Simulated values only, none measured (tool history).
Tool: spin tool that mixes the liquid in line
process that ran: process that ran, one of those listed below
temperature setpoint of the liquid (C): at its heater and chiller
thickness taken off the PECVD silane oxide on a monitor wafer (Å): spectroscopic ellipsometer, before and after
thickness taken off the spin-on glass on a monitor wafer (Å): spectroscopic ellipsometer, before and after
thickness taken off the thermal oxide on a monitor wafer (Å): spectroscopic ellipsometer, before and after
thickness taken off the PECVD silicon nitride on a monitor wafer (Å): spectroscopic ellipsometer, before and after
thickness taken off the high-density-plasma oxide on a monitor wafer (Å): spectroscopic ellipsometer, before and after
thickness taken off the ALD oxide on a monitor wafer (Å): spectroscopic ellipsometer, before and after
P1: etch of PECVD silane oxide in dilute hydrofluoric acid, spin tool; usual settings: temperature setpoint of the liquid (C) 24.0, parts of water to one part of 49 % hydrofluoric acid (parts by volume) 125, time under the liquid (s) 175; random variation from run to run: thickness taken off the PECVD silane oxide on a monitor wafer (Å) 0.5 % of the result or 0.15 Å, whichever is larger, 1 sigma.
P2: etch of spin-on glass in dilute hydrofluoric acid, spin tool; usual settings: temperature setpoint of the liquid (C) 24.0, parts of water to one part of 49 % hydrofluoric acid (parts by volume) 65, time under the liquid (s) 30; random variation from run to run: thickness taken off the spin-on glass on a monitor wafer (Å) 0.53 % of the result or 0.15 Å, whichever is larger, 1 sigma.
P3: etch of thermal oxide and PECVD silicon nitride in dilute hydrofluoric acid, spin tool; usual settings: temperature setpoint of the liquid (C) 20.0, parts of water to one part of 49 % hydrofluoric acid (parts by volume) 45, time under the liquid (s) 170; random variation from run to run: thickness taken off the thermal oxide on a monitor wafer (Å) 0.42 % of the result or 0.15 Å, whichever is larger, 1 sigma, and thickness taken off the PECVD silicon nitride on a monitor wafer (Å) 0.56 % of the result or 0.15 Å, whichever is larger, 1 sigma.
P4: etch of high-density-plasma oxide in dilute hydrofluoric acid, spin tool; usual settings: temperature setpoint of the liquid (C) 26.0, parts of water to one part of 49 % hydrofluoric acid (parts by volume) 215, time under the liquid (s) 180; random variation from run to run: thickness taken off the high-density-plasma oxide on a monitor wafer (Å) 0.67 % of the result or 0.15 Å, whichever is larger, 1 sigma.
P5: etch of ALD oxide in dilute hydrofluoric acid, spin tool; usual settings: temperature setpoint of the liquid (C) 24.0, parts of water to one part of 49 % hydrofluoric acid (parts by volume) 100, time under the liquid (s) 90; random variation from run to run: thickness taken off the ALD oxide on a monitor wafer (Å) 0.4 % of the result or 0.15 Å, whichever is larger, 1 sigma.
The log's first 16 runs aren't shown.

run	hour	process that ran	temperature setpoint of the liquid (C)	parts of water to one part of 49 % hydrofluoric acid (parts by volume)	time under the liquid (s)	thickness taken off the PECVD silane oxide on a monitor wafer (Å)	thickness taken off the spin-on glass on a monitor wafer (Å)	thickness taken off the thermal oxide on a monitor wafer (Å)	thickness taken off the PECVD silicon nitride on a monitor wafer (Å)	thickness taken off the high-density-plasma oxide on a monitor wafer (Å)	thickness taken off the ALD oxide on a monitor wafer (Å)
17	151.3	P4	26.0	315	180					26.076	
18	161.8	P1	20.0	125	175	218.300					
19	171.5	P5	24.0	100	45						147.09
20	176.7	P3	20.0	65	170			115.030	40.2840		
21	185.6	P1	24.0	125	175	254.350					
22	190.9	P1	24.0	125	15	21.514					
23	198.5	P4	26.0	215	180					42.156	
24	209.1	P1	24.0	45	175	783.680					
25	218.1	P2	24.0	65	30		135.900				
26	229.5	P1	24.0	55	265	954.040					
27	236.5	P3	20.0	45	15			14.919	5.0239		
28	245.8	P5	24.0	100	90						294.44

Forecast run 29:
29	252.9	P1	27.5	125	175	?					

{"run 29": {"thickness taken off the PECVD silane oxide on a monitor wafer (Å)": 288.16}}
